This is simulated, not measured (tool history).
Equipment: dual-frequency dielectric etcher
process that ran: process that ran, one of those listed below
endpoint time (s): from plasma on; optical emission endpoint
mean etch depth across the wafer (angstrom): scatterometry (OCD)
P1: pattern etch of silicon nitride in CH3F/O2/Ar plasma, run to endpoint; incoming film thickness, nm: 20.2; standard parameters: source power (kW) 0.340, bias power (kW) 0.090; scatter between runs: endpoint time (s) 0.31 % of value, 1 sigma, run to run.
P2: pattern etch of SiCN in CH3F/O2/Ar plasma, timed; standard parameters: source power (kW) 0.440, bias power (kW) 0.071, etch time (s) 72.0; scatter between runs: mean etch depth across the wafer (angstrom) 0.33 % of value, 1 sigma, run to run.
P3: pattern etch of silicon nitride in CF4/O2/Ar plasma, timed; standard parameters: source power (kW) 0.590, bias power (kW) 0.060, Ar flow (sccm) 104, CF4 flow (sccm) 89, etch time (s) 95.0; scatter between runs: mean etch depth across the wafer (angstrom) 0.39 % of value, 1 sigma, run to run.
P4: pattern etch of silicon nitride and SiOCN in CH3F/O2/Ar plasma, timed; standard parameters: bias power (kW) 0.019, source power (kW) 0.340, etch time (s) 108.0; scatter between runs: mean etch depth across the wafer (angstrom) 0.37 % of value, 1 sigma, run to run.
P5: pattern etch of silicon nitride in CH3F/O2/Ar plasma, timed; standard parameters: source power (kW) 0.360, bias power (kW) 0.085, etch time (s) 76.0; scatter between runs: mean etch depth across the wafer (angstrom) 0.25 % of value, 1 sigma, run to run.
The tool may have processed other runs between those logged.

| run | hour | process that ran | source power (kW) | bias power (kW) | etch time (s) | Ar flow (sccm) | CF4 flow (sccm) | endpoint time (s) | mean etch depth across the wafer (angstrom) |
|---|---|---|---|---|---|---|---|---|---|
| 1 | 4.6 | P1 | 0.340 | 0.090 |  |  |  | 28.856 |  |
| 2 | 10.6 | P5 | 0.360 | 0.117 | 76.0 |  |  |  | 580.08 |
| 3 | 15.2 | P2 | 0.600 | 0.071 | 72.0 |  |  |  | 311.84 |
| 4 | 21.5 | P1 | 0.340 | 0.090 |  |  |  | 29.018 |  |
| 5 | 24.5 | P1 | 0.260 | 0.072 |  |  |  | 34.524 |  |
| 6 | 28.7 | P4 | 0.210 | 0.019 | 108.0 |  |  |  | 106.46 |
| 7 | 35.1 | P5 | 0.360 | 0.085 | 76.0 |  |  |  | 512.66 |
| 8 | 40.8 | P2 | 0.440 | 0.071 | 72.0 |  |  |  | 276.72 |
| 9 | 43.6 | P2 | 0.440 | 0.071 | 72.0 |  |  |  | 276.22 |
| 10 | 46.5 | P4 | 0.340 | 0.019 | 155.0 |  |  |  | 180.02 |
| 11 | 49.8 | P3 | 0.590 | 0.040 | 95.0 | 104 | 89 |  | 1888.00 |
| 12 | 54.6 | P3 | 0.440 | 0.060 | 95.0 | 104 | 89 |  | 1695.30 |
| 13 | 58.6 | P1 | 0.340 | 0.123 |  |  |  | 25.693 |  |
| 14 | 63.5 | P4 | 0.340 | 0.023 | 108.0 |  |  |  | 136.79 |
| 15 | 68.8 | P4 | 0.340 | 0.019 | 108.0 |  |  |  | 125.08 |
|  | 72.9 | wet clean of the chamber |
| 16 | 74.2 | P1 | 0.340 | 0.090 |  |  |  | 28.927 |  |
| 17 | 80.3 | P3 | 0.590 | 0.060 | 60.5 | 104 | 89 |  | 1394.30 |
| 18 | 85.5 | P5 | 0.360 | 0.085 | 76.0 |  |  |  | 510.79 |
| 19 | 89.6 | P1 | 0.470 | 0.090 |  |  |  | 25.652 |  |
| 20 | 93.6 | P2 | 0.440 | 0.042 | 72.0 |  |  |  | 233.25 |
| 21 | 99.8 | P1 | 0.340 | 0.063 |  |  |  | 32.727 |  |
| 22 | 105.9 | P3 | 0.590 | 0.060 | 95.0 | 104 | 89 |  | 2193.50 |
| 23 | 111.6 | P2 | 0.440 | 0.071 | 88.0 |  |  |  | 337.49 |
| 24 | 117.6 | P3 | 0.590 | 0.060 | 95.0 | 65 | 89 |  | 2319.10 |
| 25 | 121.3 | P1 | 0.240 | 0.090 |  |  |  | 32.825 |  |
| 26 | 127.4 | P3 | 0.590 | 0.060 | 95.0 | 104 | 68 |  | 2113.20 |
|  | 130.4 | source power generator calibrated |
| 27 | 130.7 | P5 | 0.430 | 0.085 | 76.0 |  |  |  | 547.59 |
| 28 | 135.9 | P5 | 0.360 | 0.085 | 112.5 |  |  |  | 762.14 |
| 29 | 140.0 | P1 | 0.340 | 0.090 |  |  |  | 29.022 |  |
| 30 | 145.2 | P1 | 0.340 | 0.090 |  |  |  | 28.930 |  |
| 31 | 148.3 | P1 | 0.340 | 0.090 |  |  |  | 28.627 |  |
| 32 | 153.1 | P1 | 0.340 | 0.090 |  |  |  | 28.705 |  |
| 33 | 157.8 | P1 | 0.340 | 0.090 |  |  |  | 28.530 |  |
| 34 | 162.7 | P1 | 0.340 | 0.090 |  |  |  | 28.494 |  |
|  | 165.9 | wet clean of the chamber |
| 35 | 168.9 | P1 | 0.340 | 0.090 |  |  |  | 28.517 |  |
| 36 | 171.8 | P1 | 0.340 | 0.090 |  |  |  | 28.363 |  |
| 37 | 177.9 | P1 | 0.340 | 0.090 |  |  |  | 28.420 |  |
| 38 | 181.9 | P1 | 0.340 | 0.090 |  |  |  | 28.559 |  |

What P1 gives has crept off from where it sat before. The 2 causes that follow fit the log equally well, each at the size noted:
A: bias power that arrives over what is set, % = 4.38
B: source power that arrives over what is set, % = 4.28
The creep began at about hour 145.2.
Other possible causes, and why each is ruled out:
chamber walls in a state that raises the etch rate, %: serviced after onset, at hour 165.9, with no recovery of the prior output

Consider the 4 check runs below, whose results appear as question marks and each of which averages 2 wafers. Which one distinguishes the causes, in that each cause would give it a clearly different result?
| check 1 | 185.9 | P2 | 0.580 | 0.047 | 72.0 |  |  |  | ? |
| check 2 | 185.9 | P4 | 0.280 | 0.019 | 149.5 |  |  |  | ? |
| check 3 | 185.9 | P5 | 0.360 | 0.116 | 108.5 |  |  |  | ? |
| check 4 | 185.9 | P3 | 0.590 | 0.044 | 95.0 | 104 | 89 |  | ? |

Check results expected under each cause:
| check | result | if A | if B |
|---|---|---|---|
| check 1 | mean etch depth across the wafer (angstrom) | 271.76 | 272.63 |
| check 2 | mean etch depth across the wafer (angstrom) | 165.66 | 164.92 |
| check 3 | mean etch depth across the wafer (angstrom) | 833.43 | 832.71 |
| check 4 | mean etch depth across the wafer (angstrom) | 1981.60 | 2023.30 |
Minimum pairwise separation of causes per check, each pair taken at its best-separating result: check 1 0.32 %; check 2 0.45 %; check 3 0.09 %; check 4 2.08 %
Of the check runs offered, only check 4 discriminates between the causes; the rest would read about the same regardless of which cause applies.

The results of check 4 are: mean etch depth across the wafer (angstrom) 2013.70. Based on these, which of the listed causes is it?

It was cause B: source power that arrives over what is set, %.
